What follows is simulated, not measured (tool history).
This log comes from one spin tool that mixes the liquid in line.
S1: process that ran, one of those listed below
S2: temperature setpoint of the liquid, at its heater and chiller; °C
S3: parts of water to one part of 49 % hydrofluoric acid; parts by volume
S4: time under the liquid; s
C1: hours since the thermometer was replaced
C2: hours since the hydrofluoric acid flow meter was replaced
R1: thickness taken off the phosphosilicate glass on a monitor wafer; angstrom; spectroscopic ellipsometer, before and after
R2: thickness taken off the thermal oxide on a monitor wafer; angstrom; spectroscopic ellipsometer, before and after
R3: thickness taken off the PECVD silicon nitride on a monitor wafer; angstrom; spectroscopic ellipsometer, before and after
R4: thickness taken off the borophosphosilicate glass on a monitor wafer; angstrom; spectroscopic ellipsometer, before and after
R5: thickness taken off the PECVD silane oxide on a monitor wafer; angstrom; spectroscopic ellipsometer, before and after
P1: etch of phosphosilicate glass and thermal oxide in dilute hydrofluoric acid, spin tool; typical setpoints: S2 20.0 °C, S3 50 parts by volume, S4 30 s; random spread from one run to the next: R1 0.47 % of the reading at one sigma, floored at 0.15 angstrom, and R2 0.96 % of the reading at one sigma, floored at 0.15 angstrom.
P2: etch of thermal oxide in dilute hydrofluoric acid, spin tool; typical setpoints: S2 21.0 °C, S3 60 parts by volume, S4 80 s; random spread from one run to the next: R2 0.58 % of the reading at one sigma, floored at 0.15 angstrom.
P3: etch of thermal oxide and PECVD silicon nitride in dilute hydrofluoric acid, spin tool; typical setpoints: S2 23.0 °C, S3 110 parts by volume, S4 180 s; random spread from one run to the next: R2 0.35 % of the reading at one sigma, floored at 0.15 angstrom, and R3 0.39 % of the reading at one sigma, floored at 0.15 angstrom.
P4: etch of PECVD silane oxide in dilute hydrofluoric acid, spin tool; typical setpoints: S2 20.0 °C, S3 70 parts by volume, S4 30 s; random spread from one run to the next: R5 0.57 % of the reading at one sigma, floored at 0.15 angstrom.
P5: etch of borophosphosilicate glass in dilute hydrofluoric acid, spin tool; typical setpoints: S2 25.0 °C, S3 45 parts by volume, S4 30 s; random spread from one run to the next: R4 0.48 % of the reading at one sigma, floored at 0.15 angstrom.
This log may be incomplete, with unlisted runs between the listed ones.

{"run": 1, "day": 0.496, "S1": "P1", "S2": 20.0, "S3": 50, "S4": 30, "C1": 616.4, "C2": 1248.6, "R1": 1075.4, "R2": 25.016}
{"run": 2, "day": 1.017, "S1": "P1", "S2": 27.0, "S3": 50, "S4": 30, "C1": 628.9, "C2": 1261.1, "R1": 1430.3, "R2": 33.282}
{"run": 3, "day": 1.383, "S1": "P2", "S2": 21.0, "S3": 60, "S4": 80, "C1": 637.7, "C2": 1269.9, "R2": 56.449}
{"run": 4, "day": 1.929, "S1": "P1", "S2": 20.0, "S3": 50, "S4": 15, "C1": 650.8, "C2": 1283.0, "R1": 538.48, "R2": 12.652}
{"run": 5, "day": 2.454, "S1": "P3", "S2": 23.0, "S3": 110, "S4": 330, "C1": 663.4, "C2": 1295.6, "R2": 130.85, "R3": 115.09}
{"run": 6, "day": 2.754, "S1": "P1", "S2": 17.0, "S3": 50, "S4": 30, "C1": 670.6, "C2": 1302.8, "R1": 940.41, "R2": 21.838}
{"run": 7, "day": 3.058, "S1": "P1", "S2": 20.0, "S3": 50, "S4": 30, "C1": 677.9, "C2": 1310.1, "R1": 1075.4, "R2": 25.339}
{"run": 8, "day": 3.412, "S1": "P3", "S2": 23.0, "S3": 35, "S4": 180, "C1": 686.4, "C2": 1318.6, "R2": 244.64, "R3": 192.92}
{"run": 9, "day": 3.812, "S1": "P5", "S2": 25.0, "S3": 60, "S4": 30, "C1": 696.0, "C2": 1328.2, "R4": 238.26}
{"run": 10, "day": 4.329, "S1": "P1", "S2": 20.0, "S3": 50, "S4": 30, "C1": 708.4, "C2": 1340.6, "R1": 1076.7, "R2": 25.119}
{"run": 11, "day": 4.671, "S1": "P1", "S2": 24.0, "S3": 65, "S4": 30, "C1": 716.6, "C2": 1348.8, "R1": 962.46, "R2": 22.25}
{"run": 12, "day": 4.933, "S1": "P4", "S2": 20.0, "S3": 70, "S4": 30, "C1": 722.9, "C2": 1355.1, "R5": 80.373}
{"run": 13, "day": 5.429, "S1": "P3", "S2": 23.0, "S3": 110, "S4": 180, "C1": 734.8, "C2": 1367.0, "R2": 71.594, "R3": 62.396}
{"run": 14, "day": 5.675, "S1": "P4", "S2": 20.0, "S3": 20, "S4": 30, "C1": 740.7, "C2": 1372.9, "R5": 301.43}
{"run": 15, "day": 6.004, "S1": "P3", "S2": 18.5, "S3": 110, "S4": 180, "C1": 748.6, "C2": 1380.8, "R2": 59.03, "R3": 46.05}
{"run": 16, "day": 6.25, "S1": "P5", "S2": 29.0, "S3": 45, "S4": 30, "C1": 754.5, "C2": 1386.7, "R4": 383.96}
{"run": 17, "day": 6.567, "S1": "P2", "S2": 26.5, "S3": 60, "S4": 80, "C1": 762.1, "C2": 1394.3, "R2": 70.924}
{"run": 18, "day": 6.929, "S1": "P4", "S2": 20.0, "S3": 70, "S4": 15, "C1": 770.8, "C2": 1403.0, "R5": 40.576}
{"run": 19, "day": 7.45, "S1": "P1", "S2": 20.0, "S3": 20, "S4": 30, "C1": 783.3, "C2": 1415.5, "R1": 2807.2, "R2": 65.217}
{"run": 20, "day": 7.796, "S1": "P1", "S2": 20.0, "S3": 50, "S4": 30, "C1": 791.6, "C2": 1423.8, "R1": 1075.1, "R2": 25.242}
{"run": 21, "day": 8.192, "S1": "P2", "S2": 21.0, "S3": 60, "S4": 80, "C1": 801.1, "C2": 1433.3, "R2": 56.832}
{"run": 22, "day": 8.45, "S1": "P1", "S2": 20.0, "S3": 20, "S4": 45, "C1": 807.3, "C2": 1439.5, "R1": 4190.1, "R2": 96.826}
{"run": 23, "day": 8.833, "S1": "P1", "S2": 20.0, "S3": 70, "S4": 30, "C1": 816.5, "C2": 1448.7, "R1": 743.51, "R2": 17.474}
{"run": 24, "day": 9.279, "S1": "P5", "S2": 25.0, "S3": 45, "S4": 30, "C1": 827.2, "C2": 1459.4, "R4": 326.56}
{"day": 9.442, "done": "thermometer replaced"}
{"run": 25, "day": 9.529, "S1": "P1", "S2": 20.0, "S3": 50, "S4": 30, "C1": 2.2, "C2": 1465.4, "R1": 1083.3, "R2": 25.153}
{"run": 26, "day": 9.771, "S1": "P2", "S2": 21.0, "S3": 60, "S4": 15, "C1": 8.0, "C2": 1471.2, "R2": 10.384}
{"run": 27, "day": 10.062, "S1": "P5", "S2": 25.0, "S3": 45, "S4": 15, "C1": 15.0, "C2": 1478.2, "R4": 162.86}
{"run": 28, "day": 10.608, "S1": "P2", "S2": 21.0, "S3": 35, "S4": 80, "C1": 28.1, "C2": 1491.3, "R2": 100.13}
{"run": 29, "day": 11.142, "S1": "P4", "S2": 17.0, "S3": 70, "S4": 30, "C1": 40.9, "C2": 1504.1, "R5": 71.486}
{"run": 30, "day": 11.483, "S1": "P1", "S2": 20.0, "S3": 50, "S4": 60, "C1": 49.1, "C2": 1512.3, "R1": 2140.3, "R2": 49.632}
{"run": 31, "day": 11.946, "S1": "P1", "S2": 20.0, "S3": 50, "S4": 30, "C1": 60.2, "C2": 1523.4, "R1": 1074.3, "R2": 25.165}
{"run": 32, "day": 12.279, "S1": "P1", "S2": 20.0, "S3": 50, "S4": 30, "C1": 68.2, "C2": 1531.4, "R1": 1087.4, "R2": 25.114}
{"run": 33, "day": 12.558, "S1": "P1", "S2": 20.0, "S3": 50, "S4": 30, "C1": 74.9, "C2": 1538.1, "R1": 1105.5, "R2": 25.819}
{"run": 34, "day": 13.112, "S1": "P1", "S2": 20.0, "S3": 50, "S4": 30, "C1": 88.2, "C2": 1551.4, "R1": 1133.1, "R2": 26.323}
{"run": 35, "day": 13.633, "S1": "P1", "S2": 20.0, "S3": 50, "S4": 30, "C1": 100.7, "C2": 1563.9, "R1": 1129.6, "R2": 26.226}
{"run": 36, "day": 14.1, "S1": "P1", "S2": 20.0, "S3": 50, "S4": 30, "C1": 111.9, "C2": 1575.1, "R1": 1137.4, "R2": 26.164}
{"run": 37, "day": 14.408, "S1": "P1", "S2": 20.0, "S3": 50, "S4": 30, "C1": 119.3, "C2": 1582.5, "R1": 1139.6, "R2": 26.383}
{"run": 38, "day": 14.938, "S1": "P1", "S2": 20.0, "S3": 50, "S4": 30, "C1": 132.0, "C2": 1595.2, "R1": 1136.0, "R2": 26.945}
{"run": 39, "day": 15.458, "S1": "P1", "S2": 20.0, "S3": 50, "S4": 30, "C1": 144.5, "C2": 1607.7, "R1": 1141.6, "R2": 26.432}
{"run": 40, "day": 15.942, "S1": "P1", "S2": 20.0, "S3": 50, "S4": 30, "C1": 156.1, "C2": 1619.3, "R1": 1144.9, "R2": 26.572}

Something has made what P1 gives creep away from where it was; the 2 causes below, each at its own stated size, fit the log equally well:
A: hydrofluoric acid flow above the setpoint (%) = 6.08
B: liquid hotter than its thermometer reads (K) = 1.48
The drift started at roughly day 11.946.

4 check runs are offered, one wafer each, their results left as question marks. Which one tells the causes apart?
{"run": "check 1", "day": 16.425, "S1": "P2", "S2": 21.0, "S3": 60, "S4": 80, "R2": "?"}
{"run": "check 2", "day": 16.425, "S1": "P3", "S2": 23.0, "S3": 110, "S4": 180, "R2": "?", "R3": "?"}
{"run": "check 3", "day": 16.425, "S1": "P4", "S2": 20.0, "S3": 70, "S4": 30, "R5": "?"}
{"run": "check 4", "day": 16.425, "S1": "P5", "S2": 25.0, "S3": 45, "S4": 30, "R4": "?"}

What every check run would give for each of its results, assuming each possible cause in turn:
check=check_1 result=R2 if_A=60.200 if_B=60.099
check=check_2 result=R2 if_A=76.001 if_B=75.387
check=check_2 result=R3 if_A=66.424 if_B=69.082
check=check_3 result=R5 if_A=86.158 if_B=85.979
check=check_4 result=R4 if_A=348.59 if_B=347.81
Minimum pairwise separation of causes per check, each pair taken at its best-separating result: check 1 0.17 %; check 2 3.92 %; check 3 0.21 %; check 4 0.22 %
Of the check runs offered, only check 2 discriminates between the causes; the rest would read about the same regardless of which cause applies.

Here is what check 2 returned: R2 75.105 angstrom; R3 69.008 angstrom. Which cause is it?

It is B: liquid hotter than its thermometer reads (K).
